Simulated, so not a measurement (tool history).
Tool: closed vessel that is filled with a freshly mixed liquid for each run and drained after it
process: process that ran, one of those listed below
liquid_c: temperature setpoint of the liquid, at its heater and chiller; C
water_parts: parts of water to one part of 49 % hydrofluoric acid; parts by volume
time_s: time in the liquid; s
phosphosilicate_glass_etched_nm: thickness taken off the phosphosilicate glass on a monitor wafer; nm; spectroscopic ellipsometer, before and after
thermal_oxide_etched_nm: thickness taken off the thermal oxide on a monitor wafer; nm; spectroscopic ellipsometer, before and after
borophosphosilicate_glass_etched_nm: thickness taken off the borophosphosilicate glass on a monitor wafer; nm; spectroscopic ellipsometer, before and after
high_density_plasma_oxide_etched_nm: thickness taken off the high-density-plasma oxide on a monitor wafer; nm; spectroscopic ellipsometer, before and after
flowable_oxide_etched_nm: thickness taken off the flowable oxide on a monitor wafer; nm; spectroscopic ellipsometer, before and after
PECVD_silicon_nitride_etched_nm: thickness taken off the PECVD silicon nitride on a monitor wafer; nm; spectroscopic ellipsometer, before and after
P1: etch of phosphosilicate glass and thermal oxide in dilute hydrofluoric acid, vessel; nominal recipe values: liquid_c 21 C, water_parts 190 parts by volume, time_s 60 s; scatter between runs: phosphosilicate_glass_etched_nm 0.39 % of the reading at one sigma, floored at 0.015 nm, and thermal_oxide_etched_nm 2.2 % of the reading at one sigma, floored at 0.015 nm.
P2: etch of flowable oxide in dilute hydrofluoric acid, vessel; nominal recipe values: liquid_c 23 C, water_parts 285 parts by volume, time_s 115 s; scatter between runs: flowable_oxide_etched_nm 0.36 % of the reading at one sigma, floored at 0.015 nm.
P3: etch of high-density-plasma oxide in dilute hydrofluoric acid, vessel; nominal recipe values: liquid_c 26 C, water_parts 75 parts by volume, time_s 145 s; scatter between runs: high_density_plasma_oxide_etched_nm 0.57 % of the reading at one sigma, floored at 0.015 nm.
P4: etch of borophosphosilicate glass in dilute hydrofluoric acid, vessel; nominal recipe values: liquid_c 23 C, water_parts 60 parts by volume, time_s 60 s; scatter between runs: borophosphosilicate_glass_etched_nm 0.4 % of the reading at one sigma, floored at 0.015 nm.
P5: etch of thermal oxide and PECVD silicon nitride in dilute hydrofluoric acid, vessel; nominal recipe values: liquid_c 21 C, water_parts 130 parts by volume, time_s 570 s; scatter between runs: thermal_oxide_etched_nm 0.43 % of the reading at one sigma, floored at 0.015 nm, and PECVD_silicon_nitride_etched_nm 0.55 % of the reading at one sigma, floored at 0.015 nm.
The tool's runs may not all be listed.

run    day  process  liquid_c  water_parts  time_s  hours since the thermometer was replaced  hours since the hydrofluoric acid flow meter was replaced  phosphosilicate_glass_etched_nm  thermal_oxide_etched_nm  borophosphosilicate_glass_etched_nm  high_density_plasma_oxide_etched_nm  flowable_oxide_etched_nm  PECVD_silicon_nitride_etched_nm
  1  0.142       P1        21          190      60                                     268.3                                                      279.2                           34.112                   1.3176
  2  0.296       P1        21          190      60                                       272                                                      282.9                           34.027                   1.2523
  3  0.479       P1        21          120      60                                     276.4                                                      287.3                           58.271                   2.0403
  4  0.617       P1        21          315      60                                     279.7                                                      290.6                           18.242                  0.66721
  5  0.733       P1        21          190     120                                     282.5                                                      293.4                           68.245                   2.4907
  6  0.917       P4        23           60     110                                     286.9                                                      297.8                                                                                          126.5
  7  1.096       P4        23           60      60                                     291.2                                                      302.1                                                                                         69.736
  8  1.312       P3      20.5           75     145                                     296.4                                                      307.3                                                                                                                              10.873
  9  1.421       P1        21          190      60                                       299                                                      309.9                           34.388                   1.2308
 10  1.562       P1      25.5          190      60                                     302.4                                                      313.3                            40.46                   1.4713
 11  1.679       P1        28          275      60                                     305.2                                                      316.1                           27.656                   0.9688
 12  1.854       P2        23          285     115                                     309.4                                                      320.3                                                                                                                                                        7.0967
 13  1.996       P5        17          130     570                                     312.8                                                      323.7                                                    15.383                                                                                                                               10.809
 14  2.204       P3        26           75     250                                     317.8                                                      328.7                                                                                                                              23.944
 15  2.308       P3        26           75     145                                     320.3                                                      331.2                                                                                                                              13.559
 16  2.417       P5        21          130     570                                     322.9                                                      333.8                                                    17.946                                                                                                                               14.303
 17  2.533       P1        21          190      60                                     325.7                                                      336.6                             34.3                   1.2568
 18  2.725       P1        17          190      60                                     330.3                                                      341.2                           29.028                   1.0658
 19  2.917       P1      24.5          275      60                                     334.9                                                      345.8                           24.605                  0.89454
 20  3.033       P1        21          190      60                                     337.7                                                      348.6                           34.244                   1.2288
 21  3.242       P1        21          190      60                                     342.7                                                      353.6                           34.133                   1.2624
 22   3.45       P1        21          190      60                                     347.7                                                      358.6                           34.017                   1.2073
 23  3.596       P5        21          130    1030                                     351.2                                                      362.1                                                    32.806                                                                                                                                25.52
 24  3.742       P5        21          130     570                                     354.7                                                      365.6                                                    17.911                                                                                                                               14.278
 25   3.95       P2        23          170     115                                     359.7                                                      370.6                                                                                                                                                         13.38
 26  4.167       P4      30.5           60      60                                     364.9                                                      375.8                                                                                         93.142
 27  4.362       P3        26           35     145                                     369.6                                                      380.5                                                                                                                              31.182
 28   4.55       P1        21          190      30                                     374.1                                                        385                           17.086                  0.60901
 29  4.721       P4        23           85      60                                     378.2                                                      389.1                                                                                         47.425
 30  4.917       P3        26           75     145                                     382.9                                                      393.8                                                                                                                              13.688
 31  5.146       P2        23          285     190                                     388.4                                                      399.3                                                                                                                                                        11.656
 32  5.317       P2        17          285     115                                     392.5                                                      403.4                                                                                                                                                        5.6595
 33  5.546       P5        21          215     570                                       398                                                      408.9                                                    10.006                                                                                                                               8.7016
 34  5.729       P1        21          190      60                                     402.4                                                      413.3                            33.96                   1.2614
 35  5.846       P1        21          190      60                                     405.2                                                      416.1                           34.776                   1.2668
 36      6       P1        21          190      60                                     408.9                                                      419.8                           35.741                   1.2427
 37  6.112       P1        21          190      60                                     411.6                                                      422.5                           36.265                    1.328
 38    6.3       P1        21          190      60                                     416.1                                                        427                           36.293                   1.2743
 39  6.425       P1        21          190      60                                     419.1                                                        430                            36.39                   1.3689
 40  6.625       P1        21          190      60                                     423.9                                                      434.8                           36.733                   1.3859
 41  6.738       P1        21          190      60                                     426.6                                                      437.5                           36.703                   1.2966
 42  6.921       P1        21          190      60                                       431                                                      441.9                           36.813                   1.3315
 43  7.138       P1        21          190      60                                     436.2                                                      447.1                           36.699                   1.2995

The log shows P1 creeping away from where it was. Any of the 2 causes listed here, at the size stated for it, fits the log just as well as the others:
A: liquid hotter than its thermometer reads (K) = 2.04
B: hydrofluoric acid flow above the setpoint (%) = 6.71
The gradual shift began around day 5.729.

Which of the 4 check runs listed below separates the causes, so that each cause would produce a clearly different result? Each run uses one wafer, and its results are marked with question marks.
check 1  7.354       P3        26           40     210                                                                                                                                                                                                                                        ?
check 2  7.354       P5        18          130     915                                                                                                                                                              ?                                                                                                                                    ?
check 3  7.354       P4        28           60      60                                                                                                                                                                                                   ?
check 4  7.354       P2        19          285     115                                                                                                                                                                                                                                                                  ?

Check results expected under each cause:
  check                               result    if A    if B
check 1  high_density_plasma_oxide_etched_nm   42.36  41.768
check 2              thermal_oxide_etched_nm  27.863  27.595
check 2      PECVD_silicon_nitride_etched_nm  21.352  19.798
check 3  borophosphosilicate_glass_etched_nm  91.658  90.783
check 4             flowable_oxide_etched_nm  6.6261   6.665
Separation of the two closest causes in each check, using whichever result separates them best: check 1 1.41 %; check 2 7.55 %; check 3 0.96 %; check 4 0.58 %
Check 2 tells the causes apart: in the others they would give nearly the same result.

Here is what check 2 returned: thermal_oxide_etched_nm 27.329 nm; PECVD_silicon_nitride_etched_nm 19.54 nm. Which cause is it?

B is the cause: hydrofluoric acid flow above the setpoint (%).
